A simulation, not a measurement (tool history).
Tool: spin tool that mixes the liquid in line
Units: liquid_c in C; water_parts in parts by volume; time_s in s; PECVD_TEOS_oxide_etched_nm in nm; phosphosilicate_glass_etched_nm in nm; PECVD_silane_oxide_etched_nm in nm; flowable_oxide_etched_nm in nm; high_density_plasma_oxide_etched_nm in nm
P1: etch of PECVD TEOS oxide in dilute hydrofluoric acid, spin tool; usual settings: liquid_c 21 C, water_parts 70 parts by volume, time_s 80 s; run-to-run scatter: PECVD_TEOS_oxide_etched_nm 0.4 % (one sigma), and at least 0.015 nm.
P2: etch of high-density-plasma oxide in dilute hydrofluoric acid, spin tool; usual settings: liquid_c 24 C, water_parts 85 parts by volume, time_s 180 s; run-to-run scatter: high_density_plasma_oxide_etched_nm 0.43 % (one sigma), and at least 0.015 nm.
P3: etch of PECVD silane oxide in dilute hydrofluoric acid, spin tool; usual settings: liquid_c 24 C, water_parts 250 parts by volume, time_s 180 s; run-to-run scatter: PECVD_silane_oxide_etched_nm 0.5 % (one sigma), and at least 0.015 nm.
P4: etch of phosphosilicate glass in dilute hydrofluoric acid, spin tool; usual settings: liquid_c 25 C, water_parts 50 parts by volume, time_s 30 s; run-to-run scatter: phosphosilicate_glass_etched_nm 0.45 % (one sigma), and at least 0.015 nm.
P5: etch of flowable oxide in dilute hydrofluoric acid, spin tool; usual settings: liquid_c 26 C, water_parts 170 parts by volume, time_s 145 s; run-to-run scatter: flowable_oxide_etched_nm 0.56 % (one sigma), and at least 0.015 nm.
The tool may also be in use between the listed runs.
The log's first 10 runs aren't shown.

run   hour  process  liquid_c  water_parts  time_s  hours since the thermometer was replaced  hours since the hydrofluoric acid flow meter was replaced  PECVD_TEOS_oxide_etched_nm  phosphosilicate_glass_etched_nm  PECVD_silane_oxide_etched_nm  flowable_oxide_etched_nm  high_density_plasma_oxide_etched_nm
 11   70.5       P3        24          250     355                                    1793.5                                                     1323.9                                                                                     26.034
 12   78.8       P1        21           35      80                                    1801.8                                                     1332.2                      32.924
 13   86.4       P2        17           85     180                                    1809.4                                                     1339.8                                                                                                                                                     13.89
 14   95.3       P3        20          250     180                                    1818.3                                                     1348.7                                                                                     11.508
 15  100.7       P1        27           70      80                                    1823.7                                                     1354.1                      19.926
 16  109.1       P3        24          250     180                                    1832.1                                                     1362.5                                                                                     13.322
 17  116.8       P2        24           85     180                                    1839.8                                                     1370.2                                                                                                                                                    18.586
 18  124.4       P5      31.5          170     145                                    1847.4                                                     1377.8                                                                                                               48.351
 19  131.4       P4      33.5           50      30                                    1854.4                                                     1384.8                                                       183.39
 20  137.9       P1        21          125      80                                    1860.9                                                     1391.3                      8.3068
 21  146.7       P1        17           70      80                                    1869.7                                                     1400.1                      13.359
 22  155.2       P1        21           70      80                                    1878.2                                                     1408.6                       15.68
 23  163.2       P5        26          295     145                                    1886.2                                                     1416.6                                                                                                               20.075
 24    171       P2        24          135     180                                      1894                                                     1424.4                                                                                                                                                    11.017
 25  175.1       P1        21           70      80                                    1898.1                                                     1428.5                      15.739
 26  180.5       P1        21           70     125                                    1903.5                                                     1433.9                      24.538
 27  187.2       P1        21           70      15                                    1910.2                                                     1440.6                      2.9667

The next listed run, before its measurement:
 28  193.1       P4        25           50      50                                    1916.1                                                     1446.5                                                            ?

phosphosilicate_glass_etched_nm: 218.11 nm
